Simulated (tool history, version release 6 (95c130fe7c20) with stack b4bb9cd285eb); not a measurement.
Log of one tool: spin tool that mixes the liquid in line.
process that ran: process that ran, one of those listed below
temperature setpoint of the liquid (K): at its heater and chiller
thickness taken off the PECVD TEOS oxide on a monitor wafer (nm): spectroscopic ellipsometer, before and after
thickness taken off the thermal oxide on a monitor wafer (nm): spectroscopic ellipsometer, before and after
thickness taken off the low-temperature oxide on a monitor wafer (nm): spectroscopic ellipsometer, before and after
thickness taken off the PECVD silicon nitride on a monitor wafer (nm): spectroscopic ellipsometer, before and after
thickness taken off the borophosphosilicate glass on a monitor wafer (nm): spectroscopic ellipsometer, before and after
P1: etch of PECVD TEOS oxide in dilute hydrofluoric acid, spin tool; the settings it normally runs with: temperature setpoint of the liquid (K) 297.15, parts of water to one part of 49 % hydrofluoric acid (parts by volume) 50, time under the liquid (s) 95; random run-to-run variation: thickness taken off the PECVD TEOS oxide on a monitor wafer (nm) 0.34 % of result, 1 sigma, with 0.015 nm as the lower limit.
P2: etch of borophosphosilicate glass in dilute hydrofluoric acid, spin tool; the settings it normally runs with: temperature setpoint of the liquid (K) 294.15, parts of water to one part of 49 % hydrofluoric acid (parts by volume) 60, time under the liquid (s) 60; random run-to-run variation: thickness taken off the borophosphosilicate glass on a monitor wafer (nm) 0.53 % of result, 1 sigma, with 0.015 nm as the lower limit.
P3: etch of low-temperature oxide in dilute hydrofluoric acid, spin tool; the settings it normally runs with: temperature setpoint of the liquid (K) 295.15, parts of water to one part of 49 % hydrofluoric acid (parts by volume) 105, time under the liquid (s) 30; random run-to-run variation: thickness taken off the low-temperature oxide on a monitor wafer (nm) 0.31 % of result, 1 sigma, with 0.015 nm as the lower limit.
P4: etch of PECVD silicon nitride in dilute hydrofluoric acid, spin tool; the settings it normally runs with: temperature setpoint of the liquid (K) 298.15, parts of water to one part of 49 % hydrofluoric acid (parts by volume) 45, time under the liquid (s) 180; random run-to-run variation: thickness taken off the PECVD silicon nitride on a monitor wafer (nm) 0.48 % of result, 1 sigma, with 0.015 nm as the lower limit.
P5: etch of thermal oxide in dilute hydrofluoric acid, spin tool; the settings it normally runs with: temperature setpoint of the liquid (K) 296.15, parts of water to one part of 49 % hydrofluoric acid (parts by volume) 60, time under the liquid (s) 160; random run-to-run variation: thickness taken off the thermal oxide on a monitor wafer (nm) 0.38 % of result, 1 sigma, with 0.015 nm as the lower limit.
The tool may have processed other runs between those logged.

run	hour	process that ran	temperature setpoint of the liquid (K)	parts of water to one part of 49 % hydrofluoric acid (parts by volume)	time under the liquid (s)	thickness taken off the PECVD TEOS oxide on a monitor wafer (nm)	thickness taken off the thermal oxide on a monitor wafer (nm)	thickness taken off the low-temperature oxide on a monitor wafer (nm)	thickness taken off the PECVD silicon nitride on a monitor wafer (nm)	thickness taken off the borophosphosilicate glass on a monitor wafer (nm)
1	15.8	P1	297.15	50	95	27.39				
2	26.5	P1	293.15	50	170	41.562				
3	34.6	P5	290.15	60	160		9.6589			
4	48	P5	296.15	100	160		7.1263			
5	59.7	P5	296.15	60	160		12.49			
6	76.2	P1	297.15	50	25	7.2201				
7	88.9	P3	301.65	105	30			8.8552		
8	102.9	P1	297.15	50	95	27.423				
9	111.2	P4	298.15	45	180				22.412	
10	123.9	P1	305.15	50	95	37.811				
11	131.2	P1	297.15	50	95	27.409				
12	144.9	P2	290.15	60	60					36.213
13	154.9	P1	297.15	85	95	15.349				
14	169.2	P1	290.15	50	95	20.474				
15	178.7	P2	294.15	60	115					82.963
# hour 180.6: hydrofluoric acid flow meter replaced
16	191.5	P2	294.15	60	60					43.296
17	207.8	P4	298.15	25	180				39.696	
18	221.5	P3	295.15	105	60			13.853		
19	230.5	P2	294.15	20	60					134.51
20	243.3	P1	297.15	50	160	46.047				
21	259.8	P1	303.15	75	95	22.393				
22	269.4	P1	297.15	50	95	27.504				
23	276.8	P4	298.15	45	315				39.269	
24	292.4	P1	297.15	50	95	27.619				
25	307.1	P5	296.15	60	305		23.611			
26	318.2	P1	297.15	30	95	47.093				
27	327.5	P3	295.15	105	30			6.8794		
28	337.8	P3	295.15	150	30			4.6409		
29	352.3	P4	291.15	45	180				13.705	
30	363.7	P1	297.15	50	95	27.253				
31	378.4	P1	297.15	50	95	26.664				
32	386.2	P1	297.15	50	95	26.31				
33	401.9	P1	297.15	50	95	25.954				

What does the tool deliver on the next run?
34	413	P1	297.15	50	95	?				

{"run 34": {"thickness taken off the PECVD TEOS oxide on a monitor wafer (nm)": 25.763}}

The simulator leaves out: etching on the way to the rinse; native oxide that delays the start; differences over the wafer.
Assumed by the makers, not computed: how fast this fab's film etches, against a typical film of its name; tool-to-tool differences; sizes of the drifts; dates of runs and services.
